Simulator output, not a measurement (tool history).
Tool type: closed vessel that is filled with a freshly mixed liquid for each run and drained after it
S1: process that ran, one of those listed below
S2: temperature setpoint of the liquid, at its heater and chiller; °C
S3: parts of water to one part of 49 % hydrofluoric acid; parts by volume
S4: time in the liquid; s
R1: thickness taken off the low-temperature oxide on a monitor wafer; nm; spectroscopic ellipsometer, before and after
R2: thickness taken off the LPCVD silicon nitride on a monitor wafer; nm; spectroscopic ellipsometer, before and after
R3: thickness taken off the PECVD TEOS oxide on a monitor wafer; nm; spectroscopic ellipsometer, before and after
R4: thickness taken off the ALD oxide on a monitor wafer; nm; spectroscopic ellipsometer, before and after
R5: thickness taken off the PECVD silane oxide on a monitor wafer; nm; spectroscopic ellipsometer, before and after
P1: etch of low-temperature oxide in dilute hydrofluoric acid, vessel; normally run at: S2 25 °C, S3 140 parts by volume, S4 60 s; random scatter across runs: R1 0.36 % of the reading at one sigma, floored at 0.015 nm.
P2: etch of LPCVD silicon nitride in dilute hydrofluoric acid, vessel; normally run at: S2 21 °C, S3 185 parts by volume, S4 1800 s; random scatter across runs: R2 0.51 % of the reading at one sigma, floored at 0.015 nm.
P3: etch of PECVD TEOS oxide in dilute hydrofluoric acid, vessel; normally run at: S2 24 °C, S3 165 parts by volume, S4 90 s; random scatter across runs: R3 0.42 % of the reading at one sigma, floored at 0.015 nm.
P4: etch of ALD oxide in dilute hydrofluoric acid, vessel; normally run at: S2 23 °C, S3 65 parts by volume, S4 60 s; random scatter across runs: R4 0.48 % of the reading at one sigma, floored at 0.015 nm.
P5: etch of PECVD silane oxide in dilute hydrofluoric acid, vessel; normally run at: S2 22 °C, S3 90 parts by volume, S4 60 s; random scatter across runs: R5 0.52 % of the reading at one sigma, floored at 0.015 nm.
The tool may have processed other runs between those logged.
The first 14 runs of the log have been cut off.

run   hour  S1    S2   S3    S4      R1      R2      R3      R4      R5
 15    224  P1    21  140    30  5.5728
 16  232.9  P4    23   65    60                          16.926
 17  246.5  P1    25  140   105  22.759
 18  257.6  P3    24  165    90                  5.9682
 19  267.2  P1    25  225    60   7.361
 20  279.5  P2    21  275  1800          2.8528
 21  295.9  P1    25  140    60  12.953
 22  313.2  P5    22   90    95                                  18.344
 23  321.3  P3    24  165   150                  9.9486
 24  335.6  P1    25  140    60  12.959
 25  345.4  P1    25  140    35   7.556
 26    356  P2    21  185  3580          8.1916
 27  371.4  P2    21  185  1800          4.1699
 28  384.8  P5    22   90    60                                  11.646
 29  403.5  P5  17.5   90    60                                  9.6913
 30  412.7  P1    25  140    60  13.018
 31  422.1  P3    24  165    90                  5.9901
 32  439.2  P1    25  140    60  12.921
 33  457.3  P1    25  140    60   12.71
 34    470  P1    25  140    60  12.631
 35  478.5  P1    25  140    60  12.514

Run 36, settings as shown, results not yet in. Your forecast:
 36  493.5  P1  25  140  60   ?

Run 36 came out at R1 12.522 nm.
